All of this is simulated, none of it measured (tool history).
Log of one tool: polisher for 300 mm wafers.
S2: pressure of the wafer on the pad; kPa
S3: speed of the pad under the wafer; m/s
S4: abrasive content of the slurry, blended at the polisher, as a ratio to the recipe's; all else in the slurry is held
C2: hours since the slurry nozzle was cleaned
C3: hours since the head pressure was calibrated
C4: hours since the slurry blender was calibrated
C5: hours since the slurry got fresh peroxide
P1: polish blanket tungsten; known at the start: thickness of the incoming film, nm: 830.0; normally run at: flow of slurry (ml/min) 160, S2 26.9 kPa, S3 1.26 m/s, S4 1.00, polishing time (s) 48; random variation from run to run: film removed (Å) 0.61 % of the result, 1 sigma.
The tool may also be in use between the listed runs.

{"run": 1, "hour": 13.8, "flow of slurry (ml/min)": 160, "S2": 26.9, "S3": 1.26, "S4": 1.0, "polishing time (s)": 48, "wafers polished on this pad": 404, "C2": 489.1, "C3": 310.5, "C4": 191.8, "C5": 139.5, "film removed (Å)": 3446.8}
{"run": 2, "hour": 24.3, "flow of slurry (ml/min)": 160, "S2": 26.9, "S3": 1.26, "S4": 1.0, "polishing time (s)": 48, "wafers polished on this pad": 538, "C2": 499.6, "C3": 321.0, "C4": 202.3, "C5": 150.0, "film removed (Å)": 3418.0}
{"run": 3, "hour": 37.8, "flow of slurry (ml/min)": 160, "S2": 17.9, "S3": 1.26, "S4": 1.0, "polishing time (s)": 48, "wafers polished on this pad": 711, "C2": 513.1, "C3": 334.5, "C4": 215.8, "C5": 163.5, "film removed (Å)": 2282.8}
{"run": 4, "hour": 51.3, "flow of slurry (ml/min)": 160, "S2": 40.7, "S3": 1.26, "S4": 1.0, "polishing time (s)": 48, "wafers polished on this pad": 884, "C2": 526.6, "C3": 348.0, "C4": 229.3, "C5": 177.0, "film removed (Å)": 5189.5}
{"run": 5, "hour": 62.0, "flow of slurry (ml/min)": 125, "S2": 26.9, "S3": 1.26, "S4": 1.45, "polishing time (s)": 48, "wafers polished on this pad": 1021, "C2": 537.3, "C3": 358.7, "C4": 240.0, "C5": 187.7, "film removed (Å)": 3566.5}
{"run": 6, "hour": 68.9, "flow of slurry (ml/min)": 160, "S2": 26.9, "S3": 1.26, "S4": 1.0, "polishing time (s)": 48, "wafers polished on this pad": 1110, "C2": 544.2, "C3": 365.6, "C4": 246.9, "C5": 194.6, "film removed (Å)": 3444.9}
{"run": 7, "hour": 76.4, "flow of slurry (ml/min)": 230, "S2": 26.9, "S3": 1.26, "S4": 1.0, "polishing time (s)": 48, "wafers polished on this pad": 1206, "C2": 551.7, "C3": 373.1, "C4": 254.4, "C5": 202.1, "film removed (Å)": 3616.9}
{"run": 8, "hour": 90.0, "flow of slurry (ml/min)": 160, "S2": 26.9, "S3": 1.26, "S4": 1.0, "polishing time (s)": 70, "wafers polished on this pad": 1380, "C2": 565.3, "C3": 386.7, "C4": 268.0, "C5": 215.7, "film removed (Å)": 4957.3}
{"run": 9, "hour": 103.8, "flow of slurry (ml/min)": 105, "S2": 26.9, "S3": 1.26, "S4": 1.0, "polishing time (s)": 48, "wafers polished on this pad": 1557, "C2": 579.1, "C3": 400.5, "C4": 281.8, "C5": 229.5, "film removed (Å)": 3138.6}
{"run": 10, "hour": 112.3, "flow of slurry (ml/min)": 160, "S2": 26.9, "S3": 1.26, "S4": 1.0, "polishing time (s)": 48, "wafers polished on this pad": 1666, "C2": 587.6, "C3": 409.0, "C4": 290.3, "C5": 238.0, "film removed (Å)": 3430.4}
{"run": 11, "hour": 121.9, "flow of slurry (ml/min)": 160, "S2": 26.9, "S3": 1.26, "S4": 1.0, "polishing time (s)": 25, "wafers polished on this pad": 1789, "C2": 597.2, "C3": 418.6, "C4": 299.9, "C5": 247.6, "film removed (Å)": 1779.0}
{"run": 12, "hour": 136.8, "flow of slurry (ml/min)": 160, "S2": 26.9, "S3": 0.56, "S4": 1.0, "polishing time (s)": 48, "wafers polished on this pad": 1980, "C2": 612.1, "C3": 433.5, "C4": 314.8, "C5": 262.5, "film removed (Å)": 1520.0}
{"run": 13, "hour": 145.0, "flow of slurry (ml/min)": 160, "S2": 26.9, "S3": 1.26, "S4": 1.0, "polishing time (s)": 48, "wafers polished on this pad": 2085, "C2": 620.3, "C3": 441.7, "C4": 323.0, "C5": 270.7, "film removed (Å)": 3429.2}
{"hour": 145.7, "done": "worn pad replaced by a new one"}
{"run": 14, "hour": 156.0, "flow of slurry (ml/min)": 160, "S2": 26.9, "S3": 1.26, "S4": 1.0, "polishing time (s)": 48, "wafers polished on this pad": 132, "C2": 631.3, "C3": 452.7, "C4": 334.0, "C5": 281.7, "film removed (Å)": 3435.5}
{"run": 15, "hour": 165.9, "flow of slurry (ml/min)": 160, "S2": 26.9, "S3": 1.26, "S4": 1.5, "polishing time (s)": 48, "wafers polished on this pad": 259, "C2": 641.2, "C3": 462.6, "C4": 343.9, "C5": 291.6, "film removed (Å)": 3785.9}
{"run": 16, "hour": 172.6, "flow of slurry (ml/min)": 160, "S2": 26.9, "S3": 1.26, "S4": 0.55, "polishing time (s)": 48, "wafers polished on this pad": 345, "C2": 647.9, "C3": 469.3, "C4": 350.6, "C5": 298.3, "film removed (Å)": 2988.1}
{"run": 17, "hour": 182.0, "flow of slurry (ml/min)": 160, "S2": 26.9, "S3": 1.74, "S4": 1.0, "polishing time (s)": 48, "wafers polished on this pad": 466, "C2": 657.3, "C3": 478.7, "C4": 360.0, "C5": 307.7, "film removed (Å)": 4691.7}
{"run": 18, "hour": 195.1, "flow of slurry (ml/min)": 160, "S2": 26.9, "S3": 1.26, "S4": 1.0, "polishing time (s)": 48, "wafers polished on this pad": 633, "C2": 670.4, "C3": 491.8, "C4": 373.1, "C5": 320.8, "film removed (Å)": 3423.7}
{"run": 19, "hour": 202.1, "flow of slurry (ml/min)": 160, "S2": 26.9, "S3": 1.26, "S4": 1.0, "polishing time (s)": 48, "wafers polished on this pad": 723, "C2": 677.4, "C3": 498.8, "C4": 380.1, "C5": 327.8, "film removed (Å)": 3353.1}
{"run": 20, "hour": 216.5, "flow of slurry (ml/min)": 160, "S2": 26.9, "S3": 1.26, "S4": 1.0, "polishing time (s)": 48, "wafers polished on this pad": 908, "C2": 691.8, "C3": 513.2, "C4": 394.5, "C5": 342.2, "film removed (Å)": 3243.9}
{"run": 21, "hour": 225.1, "flow of slurry (ml/min)": 160, "S2": 26.9, "S3": 1.26, "S4": 1.0, "polishing time (s)": 48, "wafers polished on this pad": 1018, "C2": 700.4, "C3": 521.8, "C4": 403.1, "C5": 350.8, "film removed (Å)": 3224.1}
{"hour": 234.8, "done": "slurry blender recalibrated"}
{"run": 22, "hour": 239.4, "flow of slurry (ml/min)": 160, "S2": 26.9, "S3": 1.26, "S4": 1.0, "polishing time (s)": 48, "wafers polished on this pad": 1201, "C2": 714.7, "C3": 536.1, "C4": 4.7, "C5": 365.1, "film removed (Å)": 3161.1}
{"hour": 243.5, "done": "head pressure recalibrated"}
{"hour": 245.3, "done": "worn pad replaced by a new one"}
{"run": 23, "hour": 250.4, "flow of slurry (ml/min)": 160, "S2": 26.9, "S3": 1.26, "S4": 1.0, "polishing time (s)": 48, "wafers polished on this pad": 66, "C2": 725.7, "C3": 7.0, "C4": 15.7, "C5": 376.1, "film removed (Å)": 3156.4}
{"run": 24, "hour": 264.1, "flow of slurry (ml/min)": 160, "S2": 26.9, "S3": 1.26, "S4": 1.0, "polishing time (s)": 48, "wafers polished on this pad": 242, "C2": 739.4, "C3": 20.7, "C4": 29.4, "C5": 389.8, "film removed (Å)": 3122.2}
{"run": 25, "hour": 272.7, "flow of slurry (ml/min)": 160, "S2": 26.9, "S3": 1.26, "S4": 1.0, "polishing time (s)": 48, "wafers polished on this pad": 352, "C2": 748.0, "C3": 29.3, "C4": 38.0, "C5": 398.4, "film removed (Å)": 3129.5}

Forecast run 26:
{"run": 26, "hour": 285.4, "flow of slurry (ml/min)": 160, "S2": 26.9, "S3": 1.26, "S4": 1.0, "polishing time (s)": 48, "wafers polished on this pad": 514, "C2": 760.7, "C3": 42.0, "C4": 50.7, "C5": 411.1, "film removed (Å)": "?"}

{"run 26": {"film removed (Å)": 3139.2}}
